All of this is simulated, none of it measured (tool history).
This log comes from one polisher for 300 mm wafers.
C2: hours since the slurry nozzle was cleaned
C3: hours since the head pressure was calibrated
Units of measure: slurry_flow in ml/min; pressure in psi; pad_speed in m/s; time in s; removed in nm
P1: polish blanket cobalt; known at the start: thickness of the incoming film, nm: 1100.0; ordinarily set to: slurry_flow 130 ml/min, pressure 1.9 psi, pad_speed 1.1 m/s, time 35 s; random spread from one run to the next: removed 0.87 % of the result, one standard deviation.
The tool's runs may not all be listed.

{"run": 1, "hour": 4.4, "slurry_flow": 130, "pressure": 1.9, "pad_speed": 1.1, "time": 35, "wafers polished on this pad": 803, "C2": 269.6, "C3": 641.1, "removed": 147.42}
{"run": 2, "hour": 8.8, "slurry_flow": 130, "pressure": 1.9, "pad_speed": 1.1, "time": 35, "wafers polished on this pad": 845, "C2": 274, "C3": 645.5, "removed": 148.75}
{"run": 3, "hour": 12.8, "slurry_flow": 130, "pressure": 2.6, "pad_speed": 1.1, "time": 35, "wafers polished on this pad": 883, "C2": 278, "C3": 649.5, "removed": 205.75}
{"run": 4, "hour": 16.9, "slurry_flow": 130, "pressure": 1.9, "pad_speed": 1.1, "time": 35, "wafers polished on this pad": 922, "C2": 282.1, "C3": 653.6, "removed": 146.66}
{"run": 5, "hour": 19.1, "slurry_flow": 130, "pressure": 1.9, "pad_speed": 1.1, "time": 35, "wafers polished on this pad": 943, "C2": 284.3, "C3": 655.8, "removed": 147.19}
{"run": 6, "hour": 23.7, "slurry_flow": 130, "pressure": 1.9, "pad_speed": 1.42, "time": 50, "wafers polished on this pad": 987, "C2": 288.9, "C3": 660.4, "removed": 273.17}
{"run": 7, "hour": 26.4, "slurry_flow": 130, "pressure": 1.9, "pad_speed": 1.48, "time": 45, "wafers polished on this pad": 1013, "C2": 291.6, "C3": 663.1, "removed": 257.06}
{"run": 8, "hour": 30.8, "slurry_flow": 130, "pressure": 1.9, "pad_speed": 0.6, "time": 35, "wafers polished on this pad": 1055, "C2": 296, "C3": 667.5, "removed": 80.863}
{"run": 9, "hour": 33.2, "slurry_flow": 130, "pressure": 1.9, "pad_speed": 1.1, "time": 54, "wafers polished on this pad": 1077, "C2": 298.4, "C3": 669.9, "removed": 230.57}
{"run": 10, "hour": 37.8, "slurry_flow": 130, "pressure": 3, "pad_speed": 1.52, "time": 35, "wafers polished on this pad": 1121, "C2": 303, "C3": 674.5, "removed": 322.66}
{"run": 11, "hour": 41.1, "slurry_flow": 130, "pressure": 1.9, "pad_speed": 1.7, "time": 35, "wafers polished on this pad": 1153, "C2": 306.3, "C3": 677.8, "removed": 229.98}
{"run": 12, "hour": 44.1, "slurry_flow": 130, "pressure": 0.9, "pad_speed": 1.1, "time": 35, "wafers polished on this pad": 1181, "C2": 309.3, "C3": 680.8, "removed": 70.738}
{"run": 13, "hour": 48.5, "slurry_flow": 130, "pressure": 1.9, "pad_speed": 1.1, "time": 21, "wafers polished on this pad": 1223, "C2": 313.7, "C3": 685.2, "removed": 88.681}
{"run": 14, "hour": 53.0, "slurry_flow": 130, "pressure": 1.9, "pad_speed": 1.1, "time": 35, "wafers polished on this pad": 1266, "C2": 318.2, "C3": 689.7, "removed": 146.65}

Estimate the outcome of run 15 from the log above:
{"run": 15, "hour": 56.4, "slurry_flow": 195, "pressure": 1.9, "pad_speed": 1.1, "time": 35, "wafers polished on this pad": 1299, "C2": 321.6, "C3": 693.1, "removed": "?"}

Logged for run 15: removed 158.12 nm.
